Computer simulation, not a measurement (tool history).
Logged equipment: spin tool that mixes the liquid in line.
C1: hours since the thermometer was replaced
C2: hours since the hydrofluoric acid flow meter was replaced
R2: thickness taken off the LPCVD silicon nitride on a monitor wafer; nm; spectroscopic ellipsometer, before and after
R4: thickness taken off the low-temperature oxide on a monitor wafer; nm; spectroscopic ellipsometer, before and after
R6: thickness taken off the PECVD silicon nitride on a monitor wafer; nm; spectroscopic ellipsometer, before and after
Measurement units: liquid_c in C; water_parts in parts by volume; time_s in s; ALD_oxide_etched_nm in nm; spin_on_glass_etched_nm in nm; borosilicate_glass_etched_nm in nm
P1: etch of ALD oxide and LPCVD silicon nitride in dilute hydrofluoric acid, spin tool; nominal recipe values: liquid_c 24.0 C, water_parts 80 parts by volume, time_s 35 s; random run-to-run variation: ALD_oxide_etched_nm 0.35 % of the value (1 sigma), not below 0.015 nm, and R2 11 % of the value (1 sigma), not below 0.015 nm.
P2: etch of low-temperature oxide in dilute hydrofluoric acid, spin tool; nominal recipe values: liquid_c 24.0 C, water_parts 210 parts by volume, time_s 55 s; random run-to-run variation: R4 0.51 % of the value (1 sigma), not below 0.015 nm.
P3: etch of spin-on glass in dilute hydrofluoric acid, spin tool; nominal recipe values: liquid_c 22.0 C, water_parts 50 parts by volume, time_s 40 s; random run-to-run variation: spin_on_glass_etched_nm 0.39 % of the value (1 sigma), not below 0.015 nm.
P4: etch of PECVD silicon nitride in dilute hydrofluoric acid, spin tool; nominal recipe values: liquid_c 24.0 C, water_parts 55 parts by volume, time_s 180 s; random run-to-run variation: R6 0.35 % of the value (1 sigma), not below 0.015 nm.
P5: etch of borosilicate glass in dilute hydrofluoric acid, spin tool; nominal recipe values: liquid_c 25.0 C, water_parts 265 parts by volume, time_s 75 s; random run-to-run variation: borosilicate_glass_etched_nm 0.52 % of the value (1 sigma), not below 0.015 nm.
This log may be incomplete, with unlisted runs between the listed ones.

run 1 hour=12.2 | process=P1 liquid_c=24.0 water_parts=80 time_s=35 | C1=1704.1 C2=959.8 | ALD_oxide_etched_nm=13.9370 R2=0.270680
run 2 hour=21.2 | process=P1 liquid_c=30.5 water_parts=50 time_s=35 | C1=1713.1 C2=968.8 | ALD_oxide_etched_nm=30.1510 R2=0.495720
run 3 hour=28.0 | process=P1 liquid_c=24.0 water_parts=80 time_s=15 | C1=1719.9 C2=975.6 | ALD_oxide_etched_nm=5.9689 R2=0.042832
run 4 hour=36.5 | process=P1 liquid_c=24.0 water_parts=80 time_s=55 | C1=1728.4 C2=984.1 | ALD_oxide_etched_nm=21.8440 R2=0.356190
run 5 hour=47.4 | process=P1 liquid_c=29.5 water_parts=80 time_s=35 | C1=1739.3 C2=995.0 | ALD_oxide_etched_nm=17.4010 R2=0.392180
run 6 hour=60.0 | process=P1 liquid_c=24.0 water_parts=20 time_s=35 | C1=1751.9 C2=1007.6 | ALD_oxide_etched_nm=60.2960 R2=0.915700
run 7 hour=68.0 | process=P3 liquid_c=22.0 water_parts=70 time_s=40 | C1=1759.9 C2=1015.6 | spin_on_glass_etched_nm=20.052
run 8 hour=79.5 | process=P2 liquid_c=24.0 water_parts=325 time_s=55 | C1=1771.4 C2=1027.1 | R4=3.3302
run 9 hour=90.0 | process=P1 liquid_c=24.0 water_parts=80 time_s=35 | C1=1781.9 C2=1037.6 | ALD_oxide_etched_nm=13.8740 R2=0.235290
run 10 hour=102.9 | process=P5 liquid_c=17.0 water_parts=265 time_s=75 | C1=1794.8 C2=1050.5 | borosilicate_glass_etched_nm=5.0484
run 11 hour=117.7 | process=P1 liquid_c=24.0 water_parts=125 time_s=35 | C1=1809.6 C2=1065.3 | ALD_oxide_etched_nm=8.4093 R2=0.142870
run 12 hour=131.6 | process=P1 liquid_c=24.0 water_parts=55 time_s=15 | C1=1823.5 C2=1079.2 | ALD_oxide_etched_nm=8.9282 R2=0.173580
run 13 hour=139.2 | process=P4 liquid_c=24.0 water_parts=55 time_s=180 | C1=1831.1 C2=1086.8 | R6=10.827
run 14 hour=147.5 | process=P3 liquid_c=22.0 water_parts=50 time_s=70 | C1=1839.4 C2=1095.1 | spin_on_glass_etched_nm=50.170
run 15 hour=161.4 | process=P2 liquid_c=17.0 water_parts=210 time_s=55 | C1=1853.3 C2=1109.0 | R4=4.4179
run 16 hour=174.5 | process=P3 liquid_c=29.5 water_parts=50 time_s=40 | C1=1866.4 C2=1122.1 | spin_on_glass_etched_nm=38.683
run 17 hour=186.0 | process=P5 liquid_c=25.0 water_parts=265 time_s=75 | C1=1877.9 C2=1133.6 | borosilicate_glass_etched_nm=6.7688
run 18 hour=196.7 | process=P1 liquid_c=24.0 water_parts=80 time_s=35 | C1=1888.6 C2=1144.3 | ALD_oxide_etched_nm=13.8530 R2=0.217870
run 19 hour=209.6 | process=P4 liquid_c=24.0 water_parts=55 time_s=180 | C1=1901.5 C2=1157.2 | R6=10.844
run 20 hour=221.9 | process=P1 liquid_c=20.5 water_parts=145 time_s=35 | C1=1913.8 C2=1169.5 | ALD_oxide_etched_nm=6.1829 R2=0.097367

Estimate the outcome of run 21 from the log above:
run 21 hour=230.5 | process=P5 liquid_c=25.0 water_parts=50 time_s=75 | C1=1922.4 C2=1178.1 | borosilicate_glass_etched_nm=?

{"run 21": {"borosilicate_glass_etched_nm": 46.285}}

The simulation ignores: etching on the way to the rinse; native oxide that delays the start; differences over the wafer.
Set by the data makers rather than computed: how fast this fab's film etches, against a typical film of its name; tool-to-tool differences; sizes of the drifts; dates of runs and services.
